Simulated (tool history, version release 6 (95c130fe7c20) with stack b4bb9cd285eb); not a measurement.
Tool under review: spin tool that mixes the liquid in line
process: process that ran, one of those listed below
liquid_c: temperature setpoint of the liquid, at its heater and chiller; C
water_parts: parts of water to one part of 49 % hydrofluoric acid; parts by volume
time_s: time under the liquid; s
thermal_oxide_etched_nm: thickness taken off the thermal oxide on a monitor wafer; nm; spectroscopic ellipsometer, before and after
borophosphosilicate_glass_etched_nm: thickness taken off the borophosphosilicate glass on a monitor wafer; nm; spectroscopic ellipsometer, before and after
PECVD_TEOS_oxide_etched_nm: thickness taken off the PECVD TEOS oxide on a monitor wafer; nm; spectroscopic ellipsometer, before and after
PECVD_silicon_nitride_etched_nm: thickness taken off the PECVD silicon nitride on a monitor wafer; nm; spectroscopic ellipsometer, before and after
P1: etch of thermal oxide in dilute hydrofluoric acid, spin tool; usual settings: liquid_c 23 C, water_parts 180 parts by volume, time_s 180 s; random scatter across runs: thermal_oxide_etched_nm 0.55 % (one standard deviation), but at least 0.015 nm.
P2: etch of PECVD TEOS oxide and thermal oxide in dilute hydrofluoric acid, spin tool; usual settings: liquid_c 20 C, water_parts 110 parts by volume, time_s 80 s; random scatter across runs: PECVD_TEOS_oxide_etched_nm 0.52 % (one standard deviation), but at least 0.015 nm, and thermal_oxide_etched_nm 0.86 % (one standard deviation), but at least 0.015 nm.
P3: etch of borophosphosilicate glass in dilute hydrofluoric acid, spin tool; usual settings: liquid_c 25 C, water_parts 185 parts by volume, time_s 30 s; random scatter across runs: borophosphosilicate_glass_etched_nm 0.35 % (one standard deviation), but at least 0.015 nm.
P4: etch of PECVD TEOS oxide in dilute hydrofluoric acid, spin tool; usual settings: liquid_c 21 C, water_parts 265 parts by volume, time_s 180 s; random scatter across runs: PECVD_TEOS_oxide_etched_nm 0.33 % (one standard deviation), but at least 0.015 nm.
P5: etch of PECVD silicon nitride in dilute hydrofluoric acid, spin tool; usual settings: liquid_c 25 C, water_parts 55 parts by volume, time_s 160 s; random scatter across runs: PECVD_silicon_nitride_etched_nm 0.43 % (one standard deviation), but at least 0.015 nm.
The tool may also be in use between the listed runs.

run	hour	process	liquid_c	water_parts	time_s	hours since the thermometer was replaced	hours since the hydrofluoric acid flow meter was replaced	thermal_oxide_etched_nm	borophosphosilicate_glass_etched_nm	PECVD_TEOS_oxide_etched_nm	PECVD_silicon_nitride_etched_nm
1	8.7	P1	23	180	180	787.6	278.8	3.9604			
2	18.7	P3	25	185	30	797.6	288.8		9.4796		
3	28.5	P1	23	180	180	807.4	298.6	3.9673			
4	44.8	P2	20	190	80	823.7	314.9	1.5935		2.6997	
5	57.2	P2	17	110	80	836.1	327.3	2.5534		4.54	
6	65.3	P1	17	180	180	844.2	335.4	3.1375			
7	73.2	P4	21	265	280	852.1	343.3			11.797	
8	84.5	P4	21	265	180	863.4	354.6			7.5764	
9	101.8	P4	17	265	180	880.7	371.9			6.4951	
10	118	P1	23	180	180	896.9	388.1	4.0024			
11	130.8	P4	21	265	180	909.7	400.9			7.5894	
12	143.2	P5	25	55	160	922.1	413.3				17.183
13	151.4	P1	29.5	100	180	930.3	421.5	10.051			
14	160.7	P2	20	110	80	939.6	430.8	2.9306		5.1393	
15	178.9	P1	23	180	15	957.8	449	0.36105			
16	192.7	P5	25	55	285	971.6	462.8				30.676
17	206.1	P4	21	375	180	985	476.2			4.8298	
18	216.7	P2	20	110	30	995.6	486.8	1.0725		1.9368	
19	232.8	P3	18.5	185	30	1011.7	502.9		7.444		
20	248.8	P1	18.5	280	180	1027.7	518.9	1.9579			
21	259.5	P1	23	180	180	1038.4	529.6	4.0169			
22	275.4	P5	25	55	160	1054.3	545.5				17.29
23	284.8	P3	25	45	30	1063.7	554.9		46.363		
24	301	P1	23	250	180	1079.9	571.1	2.6631			
25	318.3	P1	23	90	180	1097.2	588.4	8.7686			
26	333	P3	25	185	55	1111.9	603.1		17.355		
27	345.9	P1	29.5	180	180	1124.8	616	5.0454			
28	362.9	P3	25	185	30	1141.8	633		9.5184		
29	380.1	P5	29	55	160	1159	650.2				22.383
30	391.4	P5	25	100	160	1170.3	661.5				9.5227
31	401.9	P1	23	180	285	1180.8	672	6.2467			

Run 32 is up next; what results do you expect?
32	418.7	P2	20	110	80	1197.6	688.8	?		?	

thermal_oxide_etched_nm: 2.9185 nm
PECVD_TEOS_oxide_etched_nm: 5.1549 nm

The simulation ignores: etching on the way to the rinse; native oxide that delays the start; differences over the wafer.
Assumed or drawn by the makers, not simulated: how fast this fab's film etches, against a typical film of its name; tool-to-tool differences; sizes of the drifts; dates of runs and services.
